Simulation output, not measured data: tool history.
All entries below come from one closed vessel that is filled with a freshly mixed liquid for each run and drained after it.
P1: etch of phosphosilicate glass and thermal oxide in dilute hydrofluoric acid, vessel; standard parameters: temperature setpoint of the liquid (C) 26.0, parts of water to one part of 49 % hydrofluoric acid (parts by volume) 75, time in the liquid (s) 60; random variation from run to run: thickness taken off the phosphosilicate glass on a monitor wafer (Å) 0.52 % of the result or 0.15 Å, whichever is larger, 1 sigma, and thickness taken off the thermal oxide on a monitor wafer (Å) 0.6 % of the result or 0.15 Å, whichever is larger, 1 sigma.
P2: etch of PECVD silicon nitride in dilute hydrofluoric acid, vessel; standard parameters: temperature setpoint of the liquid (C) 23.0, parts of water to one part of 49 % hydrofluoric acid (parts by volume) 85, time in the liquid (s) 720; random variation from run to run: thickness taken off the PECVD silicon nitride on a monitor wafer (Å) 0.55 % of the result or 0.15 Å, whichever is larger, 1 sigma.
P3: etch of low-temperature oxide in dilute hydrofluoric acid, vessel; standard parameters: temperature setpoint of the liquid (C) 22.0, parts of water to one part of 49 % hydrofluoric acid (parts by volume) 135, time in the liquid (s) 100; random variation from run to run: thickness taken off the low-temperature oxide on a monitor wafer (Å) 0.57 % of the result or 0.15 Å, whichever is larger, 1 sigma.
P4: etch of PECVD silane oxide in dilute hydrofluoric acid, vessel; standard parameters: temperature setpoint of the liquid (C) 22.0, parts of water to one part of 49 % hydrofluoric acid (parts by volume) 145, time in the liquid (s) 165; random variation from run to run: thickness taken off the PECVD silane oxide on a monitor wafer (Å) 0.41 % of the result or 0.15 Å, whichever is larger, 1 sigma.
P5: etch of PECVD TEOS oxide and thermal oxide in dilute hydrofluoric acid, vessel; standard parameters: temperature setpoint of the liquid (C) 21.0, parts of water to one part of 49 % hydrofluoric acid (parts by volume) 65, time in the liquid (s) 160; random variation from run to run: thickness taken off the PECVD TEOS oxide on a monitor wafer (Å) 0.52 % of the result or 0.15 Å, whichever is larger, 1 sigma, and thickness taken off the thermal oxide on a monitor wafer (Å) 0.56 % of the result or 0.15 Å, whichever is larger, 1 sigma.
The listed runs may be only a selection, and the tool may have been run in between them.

| run | day | process that ran | temperature setpoint of the liquid (C) | parts of water to one part of 49 % hydrofluoric acid (parts by volume) | time in the liquid (s) | hours since the thermometer was replaced | hours since the hydrofluoric acid flow meter was replaced | thickness taken off the phosphosilicate glass on a monitor wafer (Å) | thickness taken off the thermal oxide on a monitor wafer (Å) | thickness taken off the PECVD silicon nitride on a monitor wafer (Å) | thickness taken off the low-temperature oxide on a monitor wafer (Å) | thickness taken off the PECVD TEOS oxide on a monitor wafer (Å) | thickness taken off the PECVD silane oxide on a monitor wafer (Å) |
|---|---|---|---|---|---|---|---|---|---|---|---|---|---|
| 1 | 0.571 | P1 | 26.0 | 75 | 60 | 512.6 | 335.3 | 595.56 | 43.235 |  |  |  |  |
| 2 | 0.996 | P2 | 23.0 | 85 | 190 | 522.8 | 345.5 |  |  | 64.247 |  |  |  |
| 3 | 1.575 | P3 | 22.0 | 135 | 100 | 536.7 | 359.4 |  |  |  | 164.810 |  |  |
| 4 | 1.904 | P5 | 21.0 | 115 | 160 | 544.6 | 367.3 |  | 58.578 |  |  | 236.35 |  |
| 5 | 2.238 | P3 | 22.0 | 20 | 100 | 552.6 | 375.3 |  |  |  | 1287.700 |  |  |
| 6 | 2.550 | P1 | 32.5 | 75 | 60 | 560.1 | 382.8 | 763.34 | 55.574 |  |  |  |  |
| 7 | 3.138 | P1 | 26.0 | 75 | 30 | 574.2 | 396.9 | 299.03 | 21.693 |  |  |  |  |
| 8 | 3.583 | P2 | 30.0 | 85 | 720 | 584.9 | 407.6 |  |  | 385.160 |  |  |  |
| 9 | 4.138 | P1 | 30.5 | 75 | 30 | 598.2 | 420.9 | 349.78 | 25.700 |  |  |  |  |
| 10 | 4.717 | P4 | 22.0 | 215 | 165 | 612.1 | 434.8 |  |  |  |  |  | 178.38 |
| 11 | 5.283 | P1 | 21.0 | 75 | 60 | 625.7 | 448.4 | 483.84 | 35.033 |  |  |  |  |
| 12 | 5.546 | P1 | 26.0 | 75 | 60 | 632.0 | 454.7 | 590.33 | 43.112 |  |  |  |  |
| 13 | 6.000 | P1 | 26.0 | 30 | 60 | 642.9 | 465.6 | 1582.10 | 113.790 |  |  |  |  |
| 14 | 6.562 | P2 | 23.0 | 150 | 720 | 656.4 | 479.1 |  |  | 139.040 |  |  |  |
| 15 | 6.904 | P5 | 21.0 | 65 | 160 | 664.6 | 487.3 |  | 109.860 |  |  | 446.63 |  |
| 16 | 7.275 | P1 | 26.0 | 120 | 60 | 673.5 | 496.2 | 351.66 | 25.321 |  |  |  |  |
| 17 | 7.567 | P4 | 22.0 | 145 | 165 | 680.5 | 503.2 |  |  |  |  |  | 285.66 |
| 18 | 7.979 | P3 | 22.0 | 135 | 100 | 690.4 | 513.1 |  |  |  | 165.320 |  |  |
| 19 | 8.425 | P5 | 21.0 | 65 | 160 | 701.1 | 523.8 |  | 109.600 |  |  | 446.47 |  |
| 20 | 8.717 | P4 | 22.0 | 145 | 60 | 708.1 | 530.8 |  |  |  |  |  | 103.75 |
| 21 | 9.004 | P2 | 23.0 | 85 | 720 | 715.0 | 537.7 |  |  | 244.420 |  |  |  |
| 22 | 9.350 | P1 | 26.0 | 75 | 95 | 723.3 | 546.0 | 929.80 | 68.457 |  |  |  |  |
| 23 | 9.721 | P4 | 29.0 | 145 | 165 | 732.2 | 554.9 |  |  |  |  |  | 372.83 |
| 24 | 9.988 | P1 | 26.0 | 75 | 60 | 738.6 | 561.3 | 590.31 | 42.402 |  |  |  |  |
| 25 | 10.283 | P5 | 25.0 | 65 | 160 | 745.7 | 568.4 |  | 128.210 |  |  | 531.47 |  |
| 26 | 10.629 | P1 | 26.0 | 120 | 95 | 754.0 | 576.7 | 552.11 | 40.498 |  |  |  |  |
| 27 | 11.008 | P3 | 22.0 | 135 | 50 | 763.1 | 585.8 |  |  |  | 82.596 |  |  |
| 28 | 11.579 | P5 | 21.0 | 65 | 250 | 776.8 | 599.5 |  | 170.510 |  |  | 696.32 |  |
| 29 | 12.067 | P1 | 26.0 | 75 | 60 | 788.5 | 611.2 | 598.92 | 42.991 |  |  |  |  |
| 30 | 12.429 | P3 | 29.5 | 135 | 100 | 797.2 | 619.9 |  |  |  | 221.200 |  |  |
| 31 | 12.979 | P1 | 26.0 | 75 | 60 | 810.4 | 633.1 | 595.47 | 43.387 |  |  |  |  |
| 32 | 13.512 | P1 | 26.0 | 75 | 60 | 823.2 | 645.9 | 574.59 | 41.221 |  |  |  |  |
| 33 | 14.038 | P1 | 26.0 | 75 | 60 | 835.8 | 658.5 | 563.38 | 40.506 |  |  |  |  |
| 34 | 14.558 | P1 | 26.0 | 75 | 60 | 848.3 | 671.0 | 563.44 | 40.751 |  |  |  |  |
| 35 | 14.992 | P1 | 26.0 | 75 | 60 | 858.7 | 681.4 | 556.65 | 40.336 |  |  |  |  |
| 36 | 15.533 | P1 | 26.0 | 75 | 60 | 871.7 | 694.4 | 555.56 | 40.344 |  |  |  |  |
| 37 | 15.804 | P1 | 26.0 | 75 | 60 | 878.2 | 700.9 | 555.75 | 40.254 |  |  |  |  |

P1 has crept away from where it was. The log is fitted equally well by each of these 2 causes, at the sizes shown:
A: liquid colder than its thermometer reads (K) = 1.67
B: hydrofluoric acid flow below the setpoint (%) = 5.83
Onset of the creep was near day 12.979.

Below are 4 check runs, each on a single wafer, with their results shown as question marks. Which of them would tell the listed causes apart, meaning the causes would give clearly different results under it?
| check 1 | 16.075 | P4 | 22.0 | 145 | 165 |  |  |  |  |  |  |  | ? |
| check 2 | 16.075 | P2 | 23.0 | 85 | 720 |  |  |  |  | ? |  |  |  |
| check 3 | 16.075 | P3 | 22.0 | 135 | 100 |  |  |  |  |  | ? |  |  |
| check 4 | 16.075 | P5 | 21.0 | 65 | 160 |  |  |  | ? |  |  | ? |  |

Expected result of each check under each candidate cause:
| check | result | if A | if B |
|---|---|---|---|
| check 1 | thickness taken off the PECVD silane oxide on a monitor wafer (Å) | 267.05 | 265.98 |
| check 2 | thickness taken off the PECVD silicon nitride on a monitor wafer (Å) | 218.000 | 229.950 |
| check 3 | thickness taken off the low-temperature oxide on a monitor wafer (Å) | 154.690 | 154.220 |
| check 4 | thickness taken off the thermal oxide on a monitor wafer (Å) | 102.380 | 102.920 |
| check 4 | thickness taken off the PECVD TEOS oxide on a monitor wafer (Å) | 415.73 | 417.92 |
Per check, the gap between the least separated pair of causes, taken in the result that splits them most: check 1 0.4 %; check 2 5.34 %; check 3 0.3 %; check 4 0.53 %
Only in check 2 would the causes give clearly different results; in the remaining checks their results would be nearly the same.

Check 2 was carried out, with these results: thickness taken off the PECVD silicon nitride on a monitor wafer (Å) 218.490. Which of the listed causes is responsible?

A is the cause: liquid colder than its thermometer reads (K).

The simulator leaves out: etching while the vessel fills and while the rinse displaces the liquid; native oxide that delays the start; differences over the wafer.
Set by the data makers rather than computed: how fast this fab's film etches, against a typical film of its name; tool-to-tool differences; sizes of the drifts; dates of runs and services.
